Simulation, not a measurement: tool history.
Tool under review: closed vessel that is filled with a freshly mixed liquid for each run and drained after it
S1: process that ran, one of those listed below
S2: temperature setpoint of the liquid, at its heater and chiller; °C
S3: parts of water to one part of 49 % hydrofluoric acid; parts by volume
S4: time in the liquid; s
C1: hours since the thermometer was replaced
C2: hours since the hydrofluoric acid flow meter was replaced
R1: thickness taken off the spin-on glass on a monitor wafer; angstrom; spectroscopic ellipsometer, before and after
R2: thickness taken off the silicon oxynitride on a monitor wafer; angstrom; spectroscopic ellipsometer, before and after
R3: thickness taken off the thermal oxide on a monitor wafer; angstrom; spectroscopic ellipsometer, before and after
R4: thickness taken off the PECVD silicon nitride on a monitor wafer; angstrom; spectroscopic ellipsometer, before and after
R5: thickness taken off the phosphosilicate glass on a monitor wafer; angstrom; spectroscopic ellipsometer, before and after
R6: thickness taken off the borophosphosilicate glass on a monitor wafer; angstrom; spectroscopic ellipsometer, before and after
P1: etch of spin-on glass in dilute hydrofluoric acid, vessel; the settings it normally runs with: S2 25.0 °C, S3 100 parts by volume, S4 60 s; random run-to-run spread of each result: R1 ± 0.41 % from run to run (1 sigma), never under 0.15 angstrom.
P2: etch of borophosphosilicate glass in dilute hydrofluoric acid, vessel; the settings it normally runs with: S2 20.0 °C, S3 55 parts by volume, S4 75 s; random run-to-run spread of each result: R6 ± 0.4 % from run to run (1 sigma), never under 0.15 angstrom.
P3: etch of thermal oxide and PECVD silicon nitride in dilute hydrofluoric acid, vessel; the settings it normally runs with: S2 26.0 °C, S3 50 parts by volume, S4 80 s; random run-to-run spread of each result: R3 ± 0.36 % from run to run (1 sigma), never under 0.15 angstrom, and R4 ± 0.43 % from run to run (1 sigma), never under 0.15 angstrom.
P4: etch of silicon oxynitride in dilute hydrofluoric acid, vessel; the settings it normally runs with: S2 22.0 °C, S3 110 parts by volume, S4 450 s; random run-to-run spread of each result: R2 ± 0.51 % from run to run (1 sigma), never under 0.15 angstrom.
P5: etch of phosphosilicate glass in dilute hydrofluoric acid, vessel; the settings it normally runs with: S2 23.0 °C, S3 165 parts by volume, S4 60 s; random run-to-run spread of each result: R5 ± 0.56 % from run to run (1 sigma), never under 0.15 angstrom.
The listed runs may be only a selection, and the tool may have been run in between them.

{"run": 1, "hour": 5.5, "S1": "P1", "S2": 25.0, "S3": 100, "S4": 60, "C1": 1301.7, "C2": 1642.0, "R1": 188.71}
{"run": 2, "hour": 9.9, "S1": "P1", "S2": 25.0, "S3": 100, "S4": 60, "C1": 1306.1, "C2": 1646.4, "R1": 189.53}
{"run": 3, "hour": 15.9, "S1": "P4", "S2": 22.0, "S3": 110, "S4": 450, "C1": 1312.1, "C2": 1652.4, "R2": 53.359}
{"run": 4, "hour": 20.4, "S1": "P3", "S2": 26.0, "S3": 70, "S4": 80, "C1": 1316.6, "C2": 1656.9, "R3": 64.924, "R4": 60.689}
{"run": 5, "hour": 25.2, "S1": "P5", "S2": 23.0, "S3": 165, "S4": 60, "C1": 1321.4, "C2": 1661.7, "R5": 531.59}
{"run": 6, "hour": 29.0, "S1": "P1", "S2": 32.5, "S3": 100, "S4": 60, "C1": 1325.2, "C2": 1665.5, "R1": 249.7}
{"run": 7, "hour": 33.1, "S1": "P5", "S2": 17.0, "S3": 165, "S4": 60, "C1": 1329.3, "C2": 1669.6, "R5": 423.27}
{"run": 8, "hour": 38.0, "S1": "P1", "S2": 25.0, "S3": 100, "S4": 60, "C1": 1334.2, "C2": 1674.5, "R1": 189.09}
{"hour": 41.9, "done": "hydrofluoric acid flow meter replaced"}
{"run": 9, "hour": 44.0, "S1": "P4", "S2": 22.0, "S3": 200, "S4": 450, "C1": 1340.2, "C2": 2.1, "R2": 27.625}
{"run": 10, "hour": 48.4, "S1": "P2", "S2": 28.5, "S3": 55, "S4": 75, "C1": 1344.6, "C2": 6.5, "R6": 731.74}
{"run": 11, "hour": 51.7, "S1": "P1", "S2": 25.0, "S3": 175, "S4": 60, "C1": 1347.9, "C2": 9.8, "R1": 98.274}
{"run": 12, "hour": 56.8, "S1": "P3", "S2": 32.0, "S3": 50, "S4": 80, "C1": 1353.0, "C2": 14.9, "R3": 117.61, "R4": 126.17}
{"run": 13, "hour": 61.0, "S1": "P5", "S2": 23.0, "S3": 165, "S4": 110, "C1": 1357.2, "C2": 19.1, "R5": 983.33}
{"run": 14, "hour": 65.3, "S1": "P1", "S2": 25.0, "S3": 35, "S4": 30, "C1": 1361.5, "C2": 23.4, "R1": 294.03}
{"run": 15, "hour": 69.9, "S1": "P2", "S2": 20.0, "S3": 55, "S4": 75, "C1": 1366.1, "C2": 28.0, "R6": 518.58}
{"run": 16, "hour": 75.2, "S1": "P1", "S2": 25.0, "S3": 55, "S4": 60, "C1": 1371.4, "C2": 33.3, "R1": 367.19}
{"run": 17, "hour": 78.5, "S1": "P3", "S2": 26.0, "S3": 50, "S4": 130, "C1": 1374.7, "C2": 36.6, "R3": 150.56, "R4": 138.74}
{"run": 18, "hour": 81.1, "S1": "P2", "S2": 20.0, "S3": 20, "S4": 75, "C1": 1377.3, "C2": 39.2, "R6": 1490.4}
{"run": 19, "hour": 86.7, "S1": "P1", "S2": 18.0, "S3": 165, "S4": 60, "C1": 1382.9, "C2": 44.8, "R1": 80.932}
{"run": 20, "hour": 91.4, "S1": "P4", "S2": 17.0, "S3": 110, "S4": 450, "C1": 1387.6, "C2": 49.5, "R2": 42.072}
{"run": 21, "hour": 95.9, "S1": "P1", "S2": 25.0, "S3": 100, "S4": 60, "C1": 1392.1, "C2": 54.0, "R1": 189.01}
{"run": 22, "hour": 99.7, "S1": "P3", "S2": 26.0, "S3": 50, "S4": 80, "C1": 1395.9, "C2": 57.8, "R3": 92.985, "R4": 85.213}
{"run": 23, "hour": 105.4, "S1": "P1", "S2": 18.0, "S3": 100, "S4": 60, "C1": 1401.6, "C2": 63.5, "R1": 142.45}
{"run": 24, "hour": 108.1, "S1": "P3", "S2": 26.0, "S3": 50, "S4": 80, "C1": 1404.3, "C2": 66.2, "R3": 93.053, "R4": 84.592}
{"run": 25, "hour": 110.9, "S1": "P1", "S2": 25.0, "S3": 100, "S4": 30, "C1": 1407.1, "C2": 69.0, "R1": 94.271}
{"run": 26, "hour": 113.5, "S1": "P4", "S2": 22.0, "S3": 110, "S4": 190, "C1": 1409.7, "C2": 71.6, "R2": 22.02}
{"run": 27, "hour": 117.5, "S1": "P1", "S2": 25.0, "S3": 100, "S4": 60, "C1": 1413.7, "C2": 75.6, "R1": 188.32}
{"run": 28, "hour": 120.6, "S1": "P5", "S2": 23.0, "S3": 285, "S4": 60, "C1": 1416.8, "C2": 78.7, "R5": 275.38}
{"run": 29, "hour": 126.3, "S1": "P1", "S2": 25.0, "S3": 100, "S4": 60, "C1": 1422.5, "C2": 84.4, "R1": 189.27}
{"run": 30, "hour": 132.0, "S1": "P1", "S2": 25.0, "S3": 100, "S4": 115, "C1": 1428.2, "C2": 90.1, "R1": 359.97}
{"run": 31, "hour": 137.8, "S1": "P2", "S2": 20.0, "S3": 55, "S4": 40, "C1": 1434.0, "C2": 95.9, "R6": 278.64}
{"run": 32, "hour": 143.0, "S1": "P5", "S2": 23.0, "S3": 165, "S4": 60, "C1": 1439.2, "C2": 101.1, "R5": 541.49}
{"run": 33, "hour": 147.6, "S1": "P1", "S2": 25.0, "S3": 100, "S4": 60, "C1": 1443.8, "C2": 105.7, "R1": 188.56}
{"run": 34, "hour": 153.2, "S1": "P1", "S2": 25.0, "S3": 100, "S4": 60, "C1": 1449.4, "C2": 111.3, "R1": 188.24}
{"run": 35, "hour": 158.1, "S1": "P1", "S2": 25.0, "S3": 100, "S4": 60, "C1": 1454.3, "C2": 116.2, "R1": 197.27}
{"run": 36, "hour": 162.5, "S1": "P1", "S2": 25.0, "S3": 100, "S4": 60, "C1": 1458.7, "C2": 120.6, "R1": 201.42}
{"run": 37, "hour": 166.6, "S1": "P1", "S2": 25.0, "S3": 100, "S4": 60, "C1": 1462.8, "C2": 124.7, "R1": 202.39}
{"run": 38, "hour": 169.2, "S1": "P1", "S2": 25.0, "S3": 100, "S4": 60, "C1": 1465.4, "C2": 127.3, "R1": 202.87}
{"run": 39, "hour": 174.5, "S1": "P1", "S2": 25.0, "S3": 100, "S4": 60, "C1": 1470.7, "C2": 132.6, "R1": 204.36}
{"run": 40, "hour": 179.0, "S1": "P1", "S2": 25.0, "S3": 100, "S4": 60, "C1": 1475.2, "C2": 137.1, "R1": 205.02}

What P1 gives has crept away from where it was. These 2 causes fit the log equally well, each at the size given:
A: hydrofluoric acid flow above the setpoint (%) = 7.13
B: liquid hotter than its thermometer reads (K) = 1.99
The process output started creeping at around hour 153.2.

Question marks stand in for the results of the 4 check runs listed below, each run on one wafer. Under which run would the listed causes show clearly different results?
{"run": "check 1", "hour": 183.5, "S1": "P5", "S2": 23.0, "S3": 165, "S4": 110, "R5": "?"}
{"run": "check 2", "hour": 183.5, "S1": "P4", "S2": 22.0, "S3": 185, "S4": 450, "R2": "?"}
{"run": "check 3", "hour": 183.5, "S1": "P3", "S2": 32.0, "S3": 50, "S4": 130, "R3": "?", "R4": "?"}
{"run": "check 4", "hour": 183.5, "S1": "P2", "S2": 27.5, "S3": 55, "S4": 75, "R6": "?"}

What each check would give under each cause:
check=check_1 result=R5 if_A=1061.50 if_B=1055.40
check=check_2 result=R2 if_A=32.464 if_B=32.879
check=check_3 result=R3 if_A=206.120 if_B=206.520
check=check_3 result=R4 if_A=218.720 if_B=231.590
check=check_4 result=R6 if_A=761.17 if_B=764.63
How far apart the two closest causes lie, in the result that separates them most: check 1 0.57 %; check 2 1.27 %; check 3 5.71 %; check 4 0.45 %
Only in check 3 would the causes give clearly different results; in the remaining checks their results would be nearly the same.

Running check 3 produced the following: R3 206.390 angstrom; R4 229.960 angstrom. Which one of the listed causes fits?

It is B: liquid hotter than its thermometer reads (K).
